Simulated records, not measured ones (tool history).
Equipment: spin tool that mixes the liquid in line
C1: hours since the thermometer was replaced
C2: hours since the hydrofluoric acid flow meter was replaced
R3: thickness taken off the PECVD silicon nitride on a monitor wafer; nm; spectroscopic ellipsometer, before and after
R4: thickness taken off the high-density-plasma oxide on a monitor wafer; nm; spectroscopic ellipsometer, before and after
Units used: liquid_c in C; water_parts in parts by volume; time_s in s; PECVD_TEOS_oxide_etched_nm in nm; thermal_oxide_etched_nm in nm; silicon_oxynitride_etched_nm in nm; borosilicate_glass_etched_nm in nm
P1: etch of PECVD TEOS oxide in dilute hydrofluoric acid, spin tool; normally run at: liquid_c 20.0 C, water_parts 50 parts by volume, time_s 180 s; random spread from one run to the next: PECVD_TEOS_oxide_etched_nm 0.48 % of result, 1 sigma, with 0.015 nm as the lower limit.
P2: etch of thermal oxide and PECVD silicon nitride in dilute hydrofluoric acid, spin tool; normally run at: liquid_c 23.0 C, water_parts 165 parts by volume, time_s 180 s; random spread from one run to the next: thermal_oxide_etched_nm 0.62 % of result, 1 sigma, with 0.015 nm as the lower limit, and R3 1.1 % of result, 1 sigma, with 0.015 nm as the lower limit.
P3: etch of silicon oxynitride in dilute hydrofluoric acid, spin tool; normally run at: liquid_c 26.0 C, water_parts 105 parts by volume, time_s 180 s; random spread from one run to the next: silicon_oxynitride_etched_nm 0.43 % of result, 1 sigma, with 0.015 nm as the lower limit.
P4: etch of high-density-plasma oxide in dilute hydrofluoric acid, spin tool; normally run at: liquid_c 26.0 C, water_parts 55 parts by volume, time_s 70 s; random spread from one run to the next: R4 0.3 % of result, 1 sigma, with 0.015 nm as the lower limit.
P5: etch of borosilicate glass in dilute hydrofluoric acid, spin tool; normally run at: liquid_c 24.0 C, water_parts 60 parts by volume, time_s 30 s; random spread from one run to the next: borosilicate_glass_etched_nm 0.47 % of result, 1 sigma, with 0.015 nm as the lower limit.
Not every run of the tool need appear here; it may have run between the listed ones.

Run 1, day 0.104: process P1, liquid_c 20.0 C, water_parts 50 parts by volume, time_s 180 s; C1 1727.2; C2 298.8. Result: PECVD_TEOS_oxide_etched_nm 41.695 nm.
Run 2, day 0.288: process P2, liquid_c 23.0 C, water_parts 165 parts by volume, time_s 15 s; C1 1731.6; C2 303.2. Result: thermal_oxide_etched_nm 0.36543 nm, R3 0.16426 nm.
Run 3, day 0.492: process P1, liquid_c 20.0 C, water_parts 75 parts by volume, time_s 180 s; C1 1736.5; C2 308.1. Result: PECVD_TEOS_oxide_etched_nm 26.902 nm.
Run 4, day 0.683: process P1, liquid_c 17.0 C, water_parts 50 parts by volume, time_s 55 s; C1 1741.1; C2 312.7. Result: PECVD_TEOS_oxide_etched_nm 11.183 nm.
Run 5, day 0.846: process P4, liquid_c 26.0 C, water_parts 55 parts by volume, time_s 70 s; C1 1745.0; C2 316.6. Result: R4 9.6889 nm.
Run 6, day 1.004: process P1, liquid_c 20.0 C, water_parts 50 parts by volume, time_s 295 s; C1 1748.8; C2 320.4. Result: PECVD_TEOS_oxide_etched_nm 68.519 nm.
Run 7, day 1.162: process P4, liquid_c 26.0 C, water_parts 55 parts by volume, time_s 125 s; C1 1752.6; C2 324.2. Result: R4 17.3890 nm.
Run 8, day 1.288: process P1, liquid_c 24.5 C, water_parts 50 parts by volume, time_s 180 s; C1 1755.6; C2 327.2. Result: PECVD_TEOS_oxide_etched_nm 50.249 nm.
Run 9, day 1.483: process P1, liquid_c 20.0 C, water_parts 80 parts by volume, time_s 315 s; C1 1760.3; C2 331.9. Result: PECVD_TEOS_oxide_etched_nm 44.005 nm.
Run 10, day 1.696: process P3, liquid_c 26.0 C, water_parts 105 parts by volume, time_s 30 s; C1 1765.4; C2 337.0. Result: silicon_oxynitride_etched_nm 0.80225 nm.
Run 11, day 1.812: process P4, liquid_c 19.5 C, water_parts 55 parts by volume, time_s 70 s; C1 1768.2; C2 339.8. Result: R4 7.4508 nm.
Run 12, day 1.979: process P1, liquid_c 20.0 C, water_parts 50 parts by volume, time_s 180 s; C1 1772.2; C2 343.8. Result: PECVD_TEOS_oxide_etched_nm 41.730 nm.
Run 13, day 2.133: process P5, liquid_c 17.5 C, water_parts 60 parts by volume, time_s 30 s; C1 1775.9; C2 347.5. Result: borosilicate_glass_etched_nm 22.302 nm.
Run 14, day 2.283: process P4, liquid_c 26.0 C, water_parts 80 parts by volume, time_s 70 s; C1 1779.5; C2 351.1. Result: R4 6.4583 nm.
Run 15, day 2.400: process P1, liquid_c 20.0 C, water_parts 50 parts by volume, time_s 180 s; C1 1782.3; C2 353.9. Result: PECVD_TEOS_oxide_etched_nm 41.669 nm.
Run 16, day 2.529: process P1, liquid_c 20.0 C, water_parts 50 parts by volume, time_s 180 s; C1 1785.4; C2 357.0. Result: PECVD_TEOS_oxide_etched_nm 41.221 nm.
Run 17, day 2.738: process P2, liquid_c 23.0 C, water_parts 275 parts by volume, time_s 180 s; C1 1790.4; C2 362.0. Result: thermal_oxide_etched_nm 2.44360 nm, R3 1.05940 nm.
Run 18, day 2.946: process P5, liquid_c 24.0 C, water_parts 60 parts by volume, time_s 30 s; C1 1795.4; C2 367.0. Result: borosilicate_glass_etched_nm 29.360 nm.
Run 19, day 3.121: process P2, liquid_c 23.0 C, water_parts 165 parts by volume, time_s 180 s; C1 1799.6; C2 371.2. Result: thermal_oxide_etched_nm 4.53670 nm, R3 1.83960 nm.
Run 20, day 3.254: process P5, liquid_c 24.0 C, water_parts 95 parts by volume, time_s 30 s; C1 1802.8; C2 374.4. Result: borosilicate_glass_etched_nm 17.736 nm.
Run 21, day 3.433: process P1, liquid_c 20.0 C, water_parts 50 parts by volume, time_s 60 s; C1 1807.1; C2 378.7. Result: PECVD_TEOS_oxide_etched_nm 13.829 nm.
Run 22, day 3.629: process P1, liquid_c 17.0 C, water_parts 50 parts by volume, time_s 180 s; C1 1811.8; C2 383.4. Result: PECVD_TEOS_oxide_etched_nm 36.655 nm.
Run 23, day 3.746: process P1, liquid_c 20.0 C, water_parts 50 parts by volume, time_s 180 s; C1 1814.6; C2 386.2. Result: PECVD_TEOS_oxide_etched_nm 41.733 nm.
Run 24, day 3.883: process P1, liquid_c 20.0 C, water_parts 20 parts by volume, time_s 180 s; C1 1817.9; C2 389.5. Result: PECVD_TEOS_oxide_etched_nm 107.940 nm.
Run 25, day 3.988: process P3, liquid_c 26.0 C, water_parts 35 parts by volume, time_s 180 s; C1 1820.4; C2 392.0. Result: silicon_oxynitride_etched_nm 15.04400 nm.
Run 26, day 4.200: process P2, liquid_c 23.0 C, water_parts 165 parts by volume, time_s 180 s; C1 1825.5; C2 397.1. Result: thermal_oxide_etched_nm 4.49410 nm, R3 1.85870 nm.
At day 4.296: thermometer replaced.
Run 27, day 4.404: process P2, liquid_c 31.0 C, water_parts 165 parts by volume, time_s 180 s; C1 2.7; C2 402.0. Result: thermal_oxide_etched_nm 6.04410 nm, R3 2.98750 nm.
Run 28, day 4.542: process P5, liquid_c 24.0 C, water_parts 60 parts by volume, time_s 15 s; C1 6.0; C2 405.3. Result: borosilicate_glass_etched_nm 14.642 nm.
Run 29, day 4.675: process P3, liquid_c 33.0 C, water_parts 105 parts by volume, time_s 180 s; C1 9.2; C2 408.5. Result: silicon_oxynitride_etched_nm 6.38790 nm.
Run 30, day 4.775: process P1, liquid_c 20.0 C, water_parts 50 parts by volume, time_s 180 s; C1 11.6; C2 410.9. Result: PECVD_TEOS_oxide_etched_nm 41.718 nm.
Run 31, day 4.904: process P3, liquid_c 26.0 C, water_parts 105 parts by volume, time_s 180 s; C1 14.7; C2 414.0. Result: silicon_oxynitride_etched_nm 4.69590 nm.
Run 32, day 5.108: process P1, liquid_c 20.0 C, water_parts 50 parts by volume, time_s 180 s; C1 19.6; C2 418.9. Result: PECVD_TEOS_oxide_etched_nm 41.689 nm.
Run 33, day 5.246: process P1, liquid_c 20.0 C, water_parts 50 parts by volume, time_s 180 s; C1 22.9; C2 422.2. Result: PECVD_TEOS_oxide_etched_nm 40.335 nm.
Run 34, day 5.462: process P1, liquid_c 20.0 C, water_parts 50 parts by volume, time_s 180 s; C1 28.1; C2 427.4. Result: PECVD_TEOS_oxide_etched_nm 39.379 nm.
Run 35, day 5.621: process P1, liquid_c 20.0 C, water_parts 50 parts by volume, time_s 180 s; C1 31.9; C2 431.2. Result: PECVD_TEOS_oxide_etched_nm 38.613 nm.
Run 36, day 5.817: process P1, liquid_c 20.0 C, water_parts 50 parts by volume, time_s 180 s; C1 36.6; C2 435.9. Result: PECVD_TEOS_oxide_etched_nm 38.505 nm.
Run 37, day 5.979: process P1, liquid_c 20.0 C, water_parts 50 parts by volume, time_s 180 s; C1 40.5; C2 439.8. Result: PECVD_TEOS_oxide_etched_nm 38.271 nm.
Run 38, day 6.133: process P1, liquid_c 20.0 C, water_parts 50 parts by volume, time_s 180 s; C1 44.2; C2 443.5. Result: PECVD_TEOS_oxide_etched_nm 38.344 nm.
Run 39, day 6.262: process P1, liquid_c 20.0 C, water_parts 50 parts by volume, time_s 180 s; C1 47.3; C2 446.6. Result: PECVD_TEOS_oxide_etched_nm 37.828 nm.
Run 40, day 6.379: process P1, liquid_c 20.0 C, water_parts 50 parts by volume, time_s 180 s; C1 50.1; C2 449.4. Result: PECVD_TEOS_oxide_etched_nm 38.082 nm.
Run 41, day 6.550: process P1, liquid_c 20.0 C, water_parts 50 parts by volume, time_s 180 s; C1 54.2; C2 453.5. Result: PECVD_TEOS_oxide_etched_nm 37.774 nm.
Run 42, day 6.733: process P1, liquid_c 20.0 C, water_parts 50 parts by volume, time_s 180 s; C1 58.6; C2 457.9. Result: PECVD_TEOS_oxide_etched_nm 38.071 nm.
Run 43, day 6.908: process P1, liquid_c 20.0 C, water_parts 50 parts by volume, time_s 180 s; C1 62.8; C2 462.1. Result: PECVD_TEOS_oxide_etched_nm 37.913 nm.

The output of P1 has drifted from where it used to be. Each of the 2 causes below, taken at the size shown beside it, accounts for the log equally well:
A: liquid colder than its thermometer reads (K) = 2.22
B: hydrofluoric acid flow below the setpoint (%) = 8.53
The onset of the drift is placed at about day 5.108.

Below are 4 check runs, each averaged over 5 wafers, with their results shown as question marks. Which of them would give clearly different results depending on which cause is behind the drift?
Run check 1, day 7.083: process P3, liquid_c 32.5 C, water_parts 105 parts by volume, time_s 90 s. Result: silicon_oxynitride_etched_nm ?.
Run check 2, day 7.083: process P2, liquid_c 31.0 C, water_parts 165 parts by volume, time_s 110 s. Result: thermal_oxide_etched_nm ?, R3 ?.
Run check 3, day 7.083: process P5, liquid_c 20.0 C, water_parts 60 parts by volume, time_s 30 s. Result: borosilicate_glass_etched_nm ?.
Run check 4, day 7.083: process P4, liquid_c 21.0 C, water_parts 55 parts by volume, time_s 70 s. Result: R4 ?.

Predicted outcomes, by check and by cause:
  check                        result     if A     if B
check 1  silicon_oxynitride_etched_nm  2.84400  2.83870
check 2       thermal_oxide_etched_nm  3.41840  3.31660
check 2                            R3  1.59850  1.67020
check 3  borosilicate_glass_etched_nm   22.658   22.627
check 4                            R4   7.2040   7.1940
Smallest distance between any two causes, each pair judged by its most separating result, in per cent: check 1 0.19 %; check 2 4.39 %; check 3 0.14 %; check 4 0.14 %
Check 2 is the one run that separates the causes; every other check would come out nearly the same whichever cause is at work.

After running check 2, the following was obtained: thermal_oxide_etched_nm 3.41510 nm; R3 1.58450 nm. Which cause does this point to?

It was cause A: liquid colder than its thermometer reads (K).

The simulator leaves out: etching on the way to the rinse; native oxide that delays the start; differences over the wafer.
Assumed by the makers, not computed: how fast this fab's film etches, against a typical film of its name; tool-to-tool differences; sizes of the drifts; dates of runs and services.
